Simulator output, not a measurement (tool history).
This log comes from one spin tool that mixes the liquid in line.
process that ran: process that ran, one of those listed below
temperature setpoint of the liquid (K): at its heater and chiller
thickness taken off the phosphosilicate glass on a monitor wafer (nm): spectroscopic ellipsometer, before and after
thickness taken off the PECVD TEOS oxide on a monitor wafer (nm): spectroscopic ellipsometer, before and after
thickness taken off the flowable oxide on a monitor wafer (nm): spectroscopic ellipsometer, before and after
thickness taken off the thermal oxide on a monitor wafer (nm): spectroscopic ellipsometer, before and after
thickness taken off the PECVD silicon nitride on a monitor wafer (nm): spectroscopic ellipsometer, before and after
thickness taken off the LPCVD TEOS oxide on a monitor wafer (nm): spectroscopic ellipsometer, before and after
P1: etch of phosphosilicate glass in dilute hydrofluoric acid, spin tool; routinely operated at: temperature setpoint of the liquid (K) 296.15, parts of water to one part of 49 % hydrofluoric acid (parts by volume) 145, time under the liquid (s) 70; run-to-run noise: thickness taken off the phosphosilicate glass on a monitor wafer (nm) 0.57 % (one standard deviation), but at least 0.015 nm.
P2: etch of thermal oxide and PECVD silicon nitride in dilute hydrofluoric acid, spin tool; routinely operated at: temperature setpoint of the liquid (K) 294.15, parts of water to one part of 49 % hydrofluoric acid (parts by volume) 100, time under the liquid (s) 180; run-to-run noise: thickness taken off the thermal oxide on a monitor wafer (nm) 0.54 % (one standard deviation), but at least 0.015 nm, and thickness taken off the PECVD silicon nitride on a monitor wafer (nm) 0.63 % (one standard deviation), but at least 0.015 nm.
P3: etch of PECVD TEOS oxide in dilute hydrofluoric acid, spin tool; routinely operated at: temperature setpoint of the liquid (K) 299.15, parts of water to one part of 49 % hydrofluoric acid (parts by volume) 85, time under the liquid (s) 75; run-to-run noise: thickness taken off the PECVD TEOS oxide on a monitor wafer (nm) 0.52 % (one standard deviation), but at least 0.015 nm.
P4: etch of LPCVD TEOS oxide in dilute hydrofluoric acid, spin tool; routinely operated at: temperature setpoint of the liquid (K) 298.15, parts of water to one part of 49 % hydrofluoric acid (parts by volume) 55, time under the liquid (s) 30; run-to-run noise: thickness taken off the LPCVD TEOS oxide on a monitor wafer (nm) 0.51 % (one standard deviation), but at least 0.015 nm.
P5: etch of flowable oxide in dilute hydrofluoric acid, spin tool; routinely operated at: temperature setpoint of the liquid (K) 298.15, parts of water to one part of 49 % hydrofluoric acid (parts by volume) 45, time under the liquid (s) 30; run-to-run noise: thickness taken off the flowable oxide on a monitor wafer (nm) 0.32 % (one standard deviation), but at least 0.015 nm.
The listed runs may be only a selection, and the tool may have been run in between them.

| run | hour | process that ran | temperature setpoint of the liquid (K) | parts of water to one part of 49 % hydrofluoric acid (parts by volume) | time under the liquid (s) | hours since the thermometer was replaced | hours since the hydrofluoric acid flow meter was replaced | thickness taken off the phosphosilicate glass on a monitor wafer (nm) | thickness taken off the PECVD TEOS oxide on a monitor wafer (nm) | thickness taken off the flowable oxide on a monitor wafer (nm) | thickness taken off the thermal oxide on a monitor wafer (nm) | thickness taken off the PECVD silicon nitride on a monitor wafer (nm) | thickness taken off the LPCVD TEOS oxide on a monitor wafer (nm) |
|---|---|---|---|---|---|---|---|---|---|---|---|---|---|
| 1 | 14.2 | P1 | 296.15 | 145 | 70 | 1848.1 | 310.8 | 53.094 |  |  |  |  |  |
| 2 | 23.4 | P1 | 296.15 | 245 | 70 | 1857.3 | 320 | 28.382 |  |  |  |  |  |
| 3 | 36.5 | P3 | 299.15 | 85 | 120 | 1870.4 | 333.1 |  | 29.608 |  |  |  |  |
| 4 | 45.6 | P1 | 301.65 | 35 | 70 | 1879.5 | 342.2 | 314.93 |  |  |  |  |  |
| 5 | 58.6 | P1 | 292.15 | 145 | 70 | 1892.5 | 355.2 | 45.203 |  |  |  |  |  |
| 6 | 68 | P1 | 296.15 | 145 | 70 | 1901.9 | 364.6 | 53.425 |  |  |  |  |  |
| 7 | 81.7 | P5 | 298.15 | 75 | 30 | 1915.6 | 378.3 |  |  | 25.332 |  |  |  |
| 8 | 92.1 | P3 | 299.15 | 85 | 75 | 1926 | 388.7 |  | 18.213 |  |  |  |  |
| 9 | 104 | P1 | 296.15 | 80 | 70 | 1937.9 | 400.6 | 103.03 |  |  |  |  |  |
| 10 | 111.5 | P2 | 294.15 | 100 | 345 | 1945.4 | 408.1 |  |  |  | 14.536 | 9.2668 |  |
| 11 | 118.2 | P4 | 291.15 | 55 | 30 | 1952.1 | 414.8 |  |  |  |  |  | 11.964 |
| 12 | 131.7 | P4 | 298.15 | 55 | 30 | 1965.6 | 428.3 |  |  |  |  |  | 15.94 |
| 13 | 146.6 | P3 | 299.15 | 30 | 75 | 1980.5 | 443.2 |  | 56.05 |  |  |  |  |
| 14 | 155.5 | P2 | 294.15 | 170 | 180 | 1989.4 | 452.1 |  |  |  | 4.0817 | 2.8518 |  |
| 15 | 165.3 | P1 | 301.65 | 145 | 70 | 1999.2 | 461.9 | 65.516 |  |  |  |  |  |
| 16 | 176.3 | P1 | 296.15 | 145 | 70 | 2010.2 | 472.9 | 52.895 |  |  |  |  |  |
| 17 | 187.5 | P4 | 298.15 | 55 | 15 | 2021.4 | 484.1 |  |  |  |  |  | 8.0308 |
| 18 | 198 | P1 | 296.15 | 145 | 105 | 2031.9 | 494.6 | 79.054 |  |  |  |  |  |
| 19 | 210.5 | P5 | 305.65 | 45 | 30 | 2044.4 | 507.1 |  |  | 59.201 |  |  |  |
| 20 | 220.3 | P3 | 299.15 | 85 | 75 | 2054.2 | 516.9 |  | 18.46 |  |  |  |  |
| 21 | 228.8 | P1 | 296.15 | 145 | 30 | 2062.7 | 525.4 | 22.687 |  |  |  |  |  |
| 22 | 240.2 | P1 | 296.15 | 145 | 70 | 2074.1 | 536.8 | 53.672 |  |  |  |  |  |
| 23 | 255 | P2 | 299.15 | 100 | 180 | 2088.9 | 551.6 |  |  |  | 9.3303 | 6.7589 |  |
| 24 | 263.7 | P4 | 298.15 | 80 | 30 | 2097.6 | 560.3 |  |  |  |  |  | 10.623 |
| 25 | 272.4 | P5 | 298.15 | 45 | 65 | 2106.3 | 569 |  |  | 95.073 |  |  |  |
| 26 | 283.2 | P1 | 296.15 | 145 | 70 | 2117.1 | 579.8 | 53.045 |  |  |  |  |  |
| 27 | 293.5 | P3 | 303.65 | 85 | 75 | 2127.4 | 590.1 |  | 21.898 |  |  |  |  |
| 28 | 301.2 | P2 | 294.15 | 100 | 180 | 2135.1 | 597.8 |  |  |  | 7.6598 | 4.781 |  |
| 29 | 313.3 | P5 | 298.15 | 45 | 30 | 2147.2 | 609.9 |  |  | 43.892 |  |  |  |
| 30 | 320.4 | P5 | 298.15 | 45 | 30 | 2154.3 | 617 |  |  | 44.162 |  |  |  |
| 31 | 333.4 | P1 | 290.15 | 235 | 70 | 2167.3 | 630 | 23.748 |  |  |  |  |  |
| 32 | 343.2 | P1 | 296.15 | 145 | 70 | 2177.1 | 639.8 | 53.34 |  |  |  |  |  |
| 33 | 357.1 | P1 | 296.15 | 145 | 70 | 2191 | 653.7 | 54.578 |  |  |  |  |  |
| 34 | 366.3 | P1 | 296.15 | 145 | 70 | 2200.2 | 662.9 | 54.692 |  |  |  |  |  |
| 35 | 379.6 | P1 | 296.15 | 145 | 70 | 2213.5 | 676.2 | 55.123 |  |  |  |  |  |
| 36 | 386.1 | P1 | 296.15 | 145 | 70 | 2220 | 682.7 | 55.806 |  |  |  |  |  |
| 37 | 397.1 | P1 | 296.15 | 145 | 70 | 2231 | 693.7 | 55.712 |  |  |  |  |  |
| 38 | 408.3 | P1 | 296.15 | 145 | 70 | 2242.2 | 704.9 | 55.369 |  |  |  |  |  |
| 39 | 421 | P1 | 296.15 | 145 | 70 | 2254.9 | 717.6 | 56.117 |  |  |  |  |  |
| 40 | 434.5 | P1 | 296.15 | 145 | 70 | 2268.4 | 731.1 | 56.166 |  |  |  |  |  |
| 41 | 446.8 | P1 | 296.15 | 145 | 70 | 2280.7 | 743.4 | 56.66 |  |  |  |  |  |
| 42 | 458.1 | P1 | 296.15 | 145 | 70 | 2292 | 754.7 | 56.777 |  |  |  |  |  |

What P1 gives has crept away from where it was. These 2 causes fit the log equally well, each at the size given:
A: liquid hotter than its thermometer reads (K) = 1.63
B: hydrofluoric acid flow above the setpoint (%) = 5.53
Onset of the creep was near hour 343.2.

Listed below are the offered check runs, one wafer per run, with question marks in place of results. For which of them would the causes give clearly different outcomes?
| check 1 | 469.4 | P2 | 294.15 | 165 | 270 |  |  |  |  |  | ? | ? |  |
| check 2 | 469.4 | P3 | 299.15 | 35 | 75 |  |  |  | ? |  |  |  |  |
| check 3 | 469.4 | P4 | 294.65 | 55 | 30 |  |  |  |  |  |  |  | ? |
| check 4 | 469.4 | P5 | 298.15 | 75 | 55 |  |  |  |  | ? |  |  |  |

Outcome of each check run for each possible cause:
| check | result | if A | if B |
|---|---|---|---|
| check 1 | thickness taken off the thermal oxide on a monitor wafer (nm) | 6.8469 | 6.8459 |
| check 1 | thickness taken off the PECVD silicon nitride on a monitor wafer (nm) | 4.9321 | 4.6731 |
| check 2 | thickness taken off the PECVD TEOS oxide on a monitor wafer (nm) | 51.021 | 50.503 |
| check 3 | thickness taken off the LPCVD TEOS oxide on a monitor wafer (nm) | 14.743 | 14.591 |
| check 4 | thickness taken off the flowable oxide on a monitor wafer (nm) | 49.602 | 49.316 |
Distance between the nearest two causes, measured in the result of the check that separates them most: check 1 5.39 %; check 2 1.02 %; check 3 1.04 %; check 4 0.58 %
Only in check 1 would the causes give clearly different results; in the remaining checks their results would be nearly the same.

Check 1 was carried out, with these results: thickness taken off the thermal oxide on a monitor wafer (nm) 6.8576; thickness taken off the PECVD silicon nitride on a monitor wafer (nm) 4.9564. Which of the listed causes is responsible?

The correct cause is A, namely: liquid hotter than its thermometer reads (K).
